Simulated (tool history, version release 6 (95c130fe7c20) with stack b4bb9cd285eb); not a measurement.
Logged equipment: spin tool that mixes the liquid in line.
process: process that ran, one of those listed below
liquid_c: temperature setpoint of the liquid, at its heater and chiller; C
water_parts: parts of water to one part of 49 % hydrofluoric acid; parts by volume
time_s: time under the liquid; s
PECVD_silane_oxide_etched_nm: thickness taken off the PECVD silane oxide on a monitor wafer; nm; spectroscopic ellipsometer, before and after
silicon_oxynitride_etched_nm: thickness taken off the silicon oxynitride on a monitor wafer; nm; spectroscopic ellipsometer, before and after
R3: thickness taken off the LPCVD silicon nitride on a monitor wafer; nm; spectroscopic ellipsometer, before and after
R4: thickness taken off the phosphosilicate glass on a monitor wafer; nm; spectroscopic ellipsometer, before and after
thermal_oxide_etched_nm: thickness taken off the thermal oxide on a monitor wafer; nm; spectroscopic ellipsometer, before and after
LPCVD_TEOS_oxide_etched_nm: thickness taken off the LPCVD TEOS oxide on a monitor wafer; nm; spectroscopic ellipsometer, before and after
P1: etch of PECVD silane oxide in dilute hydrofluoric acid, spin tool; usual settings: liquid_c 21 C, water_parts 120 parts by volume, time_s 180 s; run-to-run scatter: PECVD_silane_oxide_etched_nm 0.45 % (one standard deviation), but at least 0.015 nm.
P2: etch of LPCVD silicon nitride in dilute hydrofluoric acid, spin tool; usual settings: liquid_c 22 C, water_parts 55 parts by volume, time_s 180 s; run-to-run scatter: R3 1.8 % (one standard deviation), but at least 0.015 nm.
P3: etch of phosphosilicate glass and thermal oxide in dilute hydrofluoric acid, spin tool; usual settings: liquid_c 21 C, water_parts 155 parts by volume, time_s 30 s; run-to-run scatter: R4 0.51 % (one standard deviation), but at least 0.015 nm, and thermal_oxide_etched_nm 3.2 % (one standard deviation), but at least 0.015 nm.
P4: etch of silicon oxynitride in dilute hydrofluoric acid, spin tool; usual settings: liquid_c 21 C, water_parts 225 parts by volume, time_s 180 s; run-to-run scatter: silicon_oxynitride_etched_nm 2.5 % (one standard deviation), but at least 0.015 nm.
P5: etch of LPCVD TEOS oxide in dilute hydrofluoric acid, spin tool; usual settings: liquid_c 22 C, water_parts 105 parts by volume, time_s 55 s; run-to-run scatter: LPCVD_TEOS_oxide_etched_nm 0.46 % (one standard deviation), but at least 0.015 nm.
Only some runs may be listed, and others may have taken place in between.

Run 1, hour 4.7: process P1, liquid_c 21 C, water_parts 120 parts by volume, time_s 180 s. Result: PECVD_silane_oxide_etched_nm 23.038 nm.
Run 2, hour 9.6: process P4, liquid_c 21 C, water_parts 225 parts by volume, time_s 180 s. Result: silicon_oxynitride_etched_nm 0.87602 nm.
Run 3, hour 12.9: process P4, liquid_c 21 C, water_parts 225 parts by volume, time_s 180 s. Result: silicon_oxynitride_etched_nm 0.90464 nm.
Run 4, hour 15.7: process P2, liquid_c 29.5 C, water_parts 55 parts by volume, time_s 180 s. Result: R3 2.4717 nm.
Run 5, hour 20: process P1, liquid_c 25.5 C, water_parts 120 parts by volume, time_s 180 s. Result: PECVD_silane_oxide_etched_nm 27.557 nm.
Run 6, hour 24: process P1, liquid_c 21 C, water_parts 200 parts by volume, time_s 85 s. Result: PECVD_silane_oxide_etched_nm 5.956 nm.
Run 7, hour 28.3: process P4, liquid_c 21 C, water_parts 90 parts by volume, time_s 180 s. Result: silicon_oxynitride_etched_nm 2.4583 nm.
Run 8, hour 32.8: process P2, liquid_c 22 C, water_parts 55 parts by volume, time_s 180 s. Result: R3 1.5948 nm.
Run 9, hour 38.4: process P1, liquid_c 21 C, water_parts 120 parts by volume, time_s 365 s. Result: PECVD_silane_oxide_etched_nm 46.912 nm.
Run 10, hour 41.8: process P3, liquid_c 25.5 C, water_parts 155 parts by volume, time_s 30 s. Result: R4 24.342 nm, thermal_oxide_etched_nm 0.83427 nm.
Run 11, hour 48.2: process P1, liquid_c 21 C, water_parts 120 parts by volume, time_s 180 s. Result: PECVD_silane_oxide_etched_nm 23.008 nm.
Run 12, hour 54.1: process P1, liquid_c 21 C, water_parts 205 parts by volume, time_s 180 s. Result: PECVD_silane_oxide_etched_nm 12.361 nm.
Run 13, hour 59.3: process P5, liquid_c 17 C, water_parts 105 parts by volume, time_s 55 s. Result: LPCVD_TEOS_oxide_etched_nm 7.305 nm.
Run 14, hour 62.9: process P2, liquid_c 22 C, water_parts 55 parts by volume, time_s 300 s. Result: R3 2.6209 nm.
Run 15, hour 69.5: process P3, liquid_c 21 C, water_parts 155 parts by volume, time_s 65 s. Result: R4 44.056 nm, thermal_oxide_etched_nm 1.5025 nm.
Run 16, hour 72.3: process P3, liquid_c 21 C, water_parts 55 parts by volume, time_s 30 s. Result: R4 64.615 nm, thermal_oxide_etched_nm 2.2498 nm.
Run 17, hour 77.4: process P2, liquid_c 22 C, water_parts 85 parts by volume, time_s 180 s. Result: R3 0.99875 nm.
Run 18, hour 80.9: process P1, liquid_c 21 C, water_parts 120 parts by volume, time_s 20 s. Result: PECVD_silane_oxide_etched_nm 2.5716 nm.
Run 19, hour 84: process P4, liquid_c 21 C, water_parts 225 parts by volume, time_s 330 s. Result: silicon_oxynitride_etched_nm 1.7182 nm.
Run 20, hour 90: process P4, liquid_c 27 C, water_parts 225 parts by volume, time_s 180 s. Result: silicon_oxynitride_etched_nm 1.1984 nm.
Run 21, hour 93.1: process P3, liquid_c 21 C, water_parts 155 parts by volume, time_s 30 s. Result: R4 20.297 nm, thermal_oxide_etched_nm 0.72499 nm.
Run 22, hour 97.6: process P1, liquid_c 21 C, water_parts 120 parts by volume, time_s 180 s. Result: PECVD_silane_oxide_etched_nm 22.961 nm.
Run 23, hour 100.8: process P1, liquid_c 17 C, water_parts 120 parts by volume, time_s 180 s. Result: PECVD_silane_oxide_etched_nm 19.632 nm.
Run 24, hour 103.6: process P1, liquid_c 21 C, water_parts 120 parts by volume, time_s 180 s. Result: PECVD_silane_oxide_etched_nm 22.953 nm.
Run 25, hour 110.1: process P5, liquid_c 22 C, water_parts 105 parts by volume, time_s 55 s. Result: LPCVD_TEOS_oxide_etched_nm 8.9859 nm.
Run 26, hour 116.3: process P3, liquid_c 21 C, water_parts 155 parts by volume, time_s 30 s. Result: R4 20.514 nm, thermal_oxide_etched_nm 0.70138 nm.
Run 27, hour 122.4: process P1, liquid_c 21 C, water_parts 45 parts by volume, time_s 180 s. Result: PECVD_silane_oxide_etched_nm 66.81 nm.
Run 28, hour 128.2: process P5, liquid_c 22 C, water_parts 105 parts by volume, time_s 15 s. Result: LPCVD_TEOS_oxide_etched_nm 2.4496 nm.
At hour 129.3: hydrofluoric acid flow meter replaced.
Run 29, hour 134.5: process P1, liquid_c 21 C, water_parts 120 parts by volume, time_s 180 s. Result: PECVD_silane_oxide_etched_nm 23.253 nm.
Run 30, hour 141: process P1, liquid_c 21 C, water_parts 210 parts by volume, time_s 85 s. Result: PECVD_silane_oxide_etched_nm 5.6242 nm.
Run 31, hour 147.1: process P5, liquid_c 22 C, water_parts 180 parts by volume, time_s 55 s. Result: LPCVD_TEOS_oxide_etched_nm 4.7724 nm.
Run 32, hour 152.7: process P1, liquid_c 21 C, water_parts 120 parts by volume, time_s 180 s. Result: PECVD_silane_oxide_etched_nm 23.331 nm.
Run 33, hour 156.9: process P1, liquid_c 21 C, water_parts 120 parts by volume, time_s 180 s. Result: PECVD_silane_oxide_etched_nm 23.884 nm.
Run 34, hour 161: process P1, liquid_c 21 C, water_parts 120 parts by volume, time_s 180 s. Result: PECVD_silane_oxide_etched_nm 24.32 nm.
Run 35, hour 166: process P1, liquid_c 21 C, water_parts 120 parts by volume, time_s 180 s. Result: PECVD_silane_oxide_etched_nm 24.67 nm.
Run 36, hour 170.6: process P1, liquid_c 21 C, water_parts 120 parts by volume, time_s 180 s. Result: PECVD_silane_oxide_etched_nm 24.749 nm.
Run 37, hour 176: process P1, liquid_c 21 C, water_parts 120 parts by volume, time_s 180 s. Result: PECVD_silane_oxide_etched_nm 25.165 nm.
Run 38, hour 180.7: process P1, liquid_c 21 C, water_parts 120 parts by volume, time_s 180 s. Result: PECVD_silane_oxide_etched_nm 25.226 nm.
Run 39, hour 185: process P1, liquid_c 21 C, water_parts 120 parts by volume, time_s 180 s. Result: PECVD_silane_oxide_etched_nm 25.391 nm.
Run 40, hour 188.4: process P1, liquid_c 21 C, water_parts 120 parts by volume, time_s 180 s. Result: PECVD_silane_oxide_etched_nm 25.233 nm.
Run 41, hour 192.6: process P1, liquid_c 21 C, water_parts 120 parts by volume, time_s 180 s. Result: PECVD_silane_oxide_etched_nm 25.215 nm.

Something has made what P1 gives creep away from where it was; the 2 causes below, each at its own stated size, fit the log equally well:
A: hydrofluoric acid flow above the setpoint (%) = 8.25
B: liquid hotter than its thermometer reads (K) = 2.26
The gradual shift began around hour 152.7.

Which of the check runs below tells the causes apart, meaning the causes would give it clearly different results? Each run uses 5 wafers whose results are averaged, and each result is shown as a question mark.
Run check 1, hour 196.8: process P4, liquid_c 21 C, water_parts 225 parts by volume, time_s 180 s. Result: silicon_oxynitride_etched_nm ?.
Run check 2, hour 196.8: process P3, liquid_c 21 C, water_parts 155 parts by volume, time_s 30 s. Result: R4 ?, thermal_oxide_etched_nm ?.
Run check 3, hour 196.8: process P2, liquid_c 22 C, water_parts 55 parts by volume, time_s 180 s. Result: R3 ?.
Run check 4, hour 196.8: process P5, liquid_c 22 C, water_parts 105 parts by volume, time_s 55 s. Result: LPCVD_TEOS_oxide_etched_nm ?.

If the cause were each of the candidates in turn, the checks would give the following:
  check                        result    if A    if B
check 1  silicon_oxynitride_etched_nm  1.0177  1.0287
check 2                            R4  22.489  22.397
check 2       thermal_oxide_etched_nm  0.7811  0.7779
check 3                            R3  1.6563  1.7865
check 4    LPCVD_TEOS_oxide_etched_nm   9.773  9.7859
Separation of the two closest causes in each check, using whichever result separates them best: check 1 1.07 %; check 2 0.41 %; check 3 7.57 %; check 4 0.13 %
Only in check 3 would the causes give clearly different results; in the remaining checks their results would be nearly the same.

After running check 3, the following was obtained: R3 1.7594 nm. Which cause does this point to?

Of the candidate causes, it is B: liquid hotter than its thermometer reads (K).
